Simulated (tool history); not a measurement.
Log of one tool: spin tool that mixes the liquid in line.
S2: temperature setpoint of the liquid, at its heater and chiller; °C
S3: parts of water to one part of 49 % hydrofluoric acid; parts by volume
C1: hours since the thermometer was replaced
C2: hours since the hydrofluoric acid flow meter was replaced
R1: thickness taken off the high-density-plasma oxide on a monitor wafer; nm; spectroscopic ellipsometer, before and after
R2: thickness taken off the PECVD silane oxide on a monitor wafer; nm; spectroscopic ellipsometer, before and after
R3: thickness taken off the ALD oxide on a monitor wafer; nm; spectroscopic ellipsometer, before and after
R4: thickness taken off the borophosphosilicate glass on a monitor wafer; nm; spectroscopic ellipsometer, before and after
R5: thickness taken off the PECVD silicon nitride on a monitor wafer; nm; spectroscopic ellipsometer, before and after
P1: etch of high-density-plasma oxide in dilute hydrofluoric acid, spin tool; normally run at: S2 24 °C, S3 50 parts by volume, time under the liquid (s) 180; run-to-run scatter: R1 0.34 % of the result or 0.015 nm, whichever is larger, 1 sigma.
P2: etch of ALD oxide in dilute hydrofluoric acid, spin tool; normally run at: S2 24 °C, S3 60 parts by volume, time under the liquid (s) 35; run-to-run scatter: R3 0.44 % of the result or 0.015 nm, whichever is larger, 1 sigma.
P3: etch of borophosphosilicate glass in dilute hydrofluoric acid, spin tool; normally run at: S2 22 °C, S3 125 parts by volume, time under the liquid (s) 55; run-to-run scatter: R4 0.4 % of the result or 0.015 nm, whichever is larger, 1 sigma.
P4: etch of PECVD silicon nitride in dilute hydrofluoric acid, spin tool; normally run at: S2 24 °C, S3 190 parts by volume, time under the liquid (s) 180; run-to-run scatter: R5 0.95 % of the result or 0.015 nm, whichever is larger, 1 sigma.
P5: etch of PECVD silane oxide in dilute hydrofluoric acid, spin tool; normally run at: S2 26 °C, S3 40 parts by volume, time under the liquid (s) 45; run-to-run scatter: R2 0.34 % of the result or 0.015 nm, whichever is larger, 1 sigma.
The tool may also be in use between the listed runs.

Run 1, day 0.488: process that ran P1, S2 24 °C, S3 50 parts by volume, time under the liquid (s) 180; C1 495.7; C2 1512.7. Result: R1 22.474 nm.
Run 2, day 0.829: process that ran P5, S2 26 °C, S3 25 parts by volume, time under the liquid (s) 45; C1 503.9; C2 1520.9. Result: R2 31.456 nm.
Run 3, day 1.433: process that ran P1, S2 17 °C, S3 50 parts by volume, time under the liquid (s) 315; C1 518.4; C2 1535.4. Result: R1 29.291 nm.
Run 4, day 2.025: process that ran P2, S2 24 °C, S3 60 parts by volume, time under the liquid (s) 15; C1 532.6; C2 1549.6. Result: R3 8.2595 nm.
Run 5, day 2.604: process that ran P1, S2 24 °C, S3 50 parts by volume, time under the liquid (s) 180; C1 546.5; C2 1563.5. Result: R1 22.602 nm.
Run 6, day 3.079: process that ran P1, S2 24 °C, S3 75 parts by volume, time under the liquid (s) 180; C1 557.9; C2 1574.9. Result: R1 14.536 nm.
Run 7, day 3.517: process that ran P1, S2 24 °C, S3 50 parts by volume, time under the liquid (s) 70; C1 568.4; C2 1585.4. Result: R1 8.7944 nm.
Run 8, day 4.121: process that ran P3, S2 29 °C, S3 125 parts by volume, time under the liquid (s) 55; C1 582.9; C2 1599.9. Result: R4 17.422 nm.
Run 9, day 4.604: process that ran P3, S2 22 °C, S3 25 parts by volume, time under the liquid (s) 55; C1 594.5; C2 1611.5. Result: R4 76.156 nm.
Run 10, day 4.975: process that ran P1, S2 24 °C, S3 50 parts by volume, time under the liquid (s) 180; C1 603.4; C2 1620.4. Result: R1 22.34 nm.
Run 11, day 5.504: process that ran P5, S2 26 °C, S3 40 parts by volume, time under the liquid (s) 85; C1 616.1; C2 1633.1. Result: R2 36.394 nm.
Run 12, day 6.104: process that ran P1, S2 24 °C, S3 20 parts by volume, time under the liquid (s) 180; C1 630.5; C2 1647.5. Result: R1 58.538 nm.
Run 13, day 6.471: process that ran P4, S2 24 °C, S3 190 parts by volume, time under the liquid (s) 320; C1 639.3; C2 1656.3. Result: R5 3.9556 nm.
Run 14, day 6.821: process that ran P1, S2 24 °C, S3 50 parts by volume, time under the liquid (s) 180; C1 647.7; C2 1664.7. Result: R1 22.469 nm.
Run 15, day 7.175: process that ran P3, S2 22 °C, S3 125 parts by volume, time under the liquid (s) 25; C1 656.2; C2 1673.2. Result: R4 6.1061 nm.
Run 16, day 7.808: process that ran P1, S2 24 °C, S3 50 parts by volume, time under the liquid (s) 340; C1 671.4; C2 1688.4. Result: R1 42.378 nm.
Run 17, day 8.362: process that ran P4, S2 24 °C, S3 190 parts by volume, time under the liquid (s) 180; C1 684.7; C2 1701.7. Result: R5 2.246 nm.
Run 18, day 8.679: process that ran P2, S2 24 °C, S3 90 parts by volume, time under the liquid (s) 35; C1 692.3; C2 1709.3. Result: R3 12.432 nm.
Run 19, day 9.321: process that ran P1, S2 31 °C, S3 50 parts by volume, time under the liquid (s) 180; C1 707.7; C2 1724.7. Result: R1 29.618 nm.
Run 20, day 9.85: process that ran P5, S2 26 °C, S3 40 parts by volume, time under the liquid (s) 45; C1 720.4; C2 1737.4. Result: R2 19.286 nm.
Run 21, day 10.283: process that ran P1, S2 24 °C, S3 50 parts by volume, time under the liquid (s) 180; C1 730.8; C2 1747.8. Result: R1 22.344 nm.
Run 22, day 10.604: process that ran P5, S2 26 °C, S3 40 parts by volume, time under the liquid (s) 45; C1 738.5; C2 1755.5. Result: R2 19.275 nm.
Run 23, day 11.208: process that ran P2, S2 17 °C, S3 60 parts by volume, time under the liquid (s) 35; C1 753; C2 1770. Result: R3 14.352 nm.
Run 24, day 11.738: process that ran P5, S2 33.5 °C, S3 40 parts by volume, time under the liquid (s) 45; C1 765.7; C2 1782.7. Result: R2 25.942 nm.
Run 25, day 12.058: process that ran P2, S2 24 °C, S3 60 parts by volume, time under the liquid (s) 35; C1 773.4; C2 1790.4. Result: R3 19.197 nm.
Run 26, day 12.642: process that ran P2, S2 24 °C, S3 60 parts by volume, time under the liquid (s) 35; C1 787.4; C2 1804.4. Result: R3 19.24 nm.
Run 27, day 12.967: process that ran P3, S2 22 °C, S3 125 parts by volume, time under the liquid (s) 55; C1 795.2; C2 1812.2. Result: R4 13.372 nm.
Run 28, day 13.388: process that ran P1, S2 24 °C, S3 50 parts by volume, time under the liquid (s) 180; C1 805.3; C2 1822.3. Result: R1 22.484 nm.
Run 29, day 14.038: process that ran P4, S2 32 °C, S3 190 parts by volume, time under the liquid (s) 180; C1 820.9; C2 1837.9. Result: R5 3.6311 nm.
Run 30, day 14.654: process that ran P4, S2 24 °C, S3 35 parts by volume, time under the liquid (s) 180; C1 835.7; C2 1852.7. Result: R5 11.856 nm.
Run 31, day 15.012: process that ran P3, S2 22 °C, S3 125 parts by volume, time under the liquid (s) 55; C1 844.3; C2 1861.3. Result: R4 13.395 nm.
Run 32, day 15.675: process that ran P1, S2 24 °C, S3 50 parts by volume, time under the liquid (s) 180; C1 860.2; C2 1877.2. Result: R1 22.456 nm.
Run 33, day 16.154: process that ran P1, S2 19 °C, S3 50 parts by volume, time under the liquid (s) 180; C1 871.7; C2 1888.7. Result: R1 18.104 nm.
Run 34, day 16.804: process that ran P1, S2 24 °C, S3 50 parts by volume, time under the liquid (s) 180; C1 887.3; C2 1904.3. Result: R1 22.51 nm.
Run 35, day 17.454: process that ran P1, S2 24 °C, S3 50 parts by volume, time under the liquid (s) 180; C1 902.9; C2 1919.9. Result: R1 23.365 nm.
Run 36, day 17.812: process that ran P1, S2 24 °C, S3 50 parts by volume, time under the liquid (s) 180; C1 911.5; C2 1928.5. Result: R1 23.505 nm.
Run 37, day 18.242: process that ran P1, S2 24 °C, S3 50 parts by volume, time under the liquid (s) 180; C1 921.8; C2 1938.8. Result: R1 23.828 nm.
Run 38, day 18.804: process that ran P1, S2 24 °C, S3 50 parts by volume, time under the liquid (s) 180; C1 935.3; C2 1952.3. Result: R1 24.026 nm.
Run 39, day 19.329: process that ran P1, S2 24 °C, S3 50 parts by volume, time under the liquid (s) 180; C1 947.9; C2 1964.9. Result: R1 24.052 nm.
Run 40, day 19.946: process that ran P1, S2 24 °C, S3 50 parts by volume, time under the liquid (s) 180; C1 962.7; C2 1979.7. Result: R1 24.183 nm.
Run 41, day 20.554: process that ran P1, S2 24 °C, S3 50 parts by volume, time under the liquid (s) 180; C1 977.3; C2 1994.3. Result: R1 24.1 nm.

What P1 gives has crept away from where it was. These 2 causes fit the log equally well, each at the size given:
A: hydrofluoric acid flow above the setpoint (%) = 6.62
B: liquid hotter than its thermometer reads (K) = 1.67
The creep began at about day 16.804.

4 check runs are offered, each on 2 wafers whose results are averaged, their results left as question marks. Which one tells the causes apart?
Run check 1, day 21.162: process that ran P3, S2 22 °C, S3 45 parts by volume, time under the liquid (s) 55. Result: R4 ?.
Run check 2, day 21.162: process that ran P4, S2 24 °C, S3 40 parts by volume, time under the liquid (s) 305. Result: R5 ?.
Run check 3, day 21.162: process that ran P2, S2 18 °C, S3 60 parts by volume, time under the liquid (s) 15. Result: R3 ?.
Run check 4, day 21.162: process that ran P5, S2 32 °C, S3 40 parts by volume, time under the liquid (s) 75. Result: R2 ?.

What each check would give under each cause:
  check  result    if A    if B
check 1      R4  43.916  44.008
check 2      R5  18.705  19.668
check 3      R3  6.8564  6.8749
check 4      R2  43.634  43.488
How far apart the two closest causes lie, in the result that separates them most: check 1 0.21 %; check 2 5.02 %; check 3 0.27 %; check 4 0.33 %
Only check 2 tells the causes apart: in the others they would give nearly the same result.

Check 2 was then run and gave: R5 19.724 nm. Which cause is it?

It is B: liquid hotter than its thermometer reads (K).
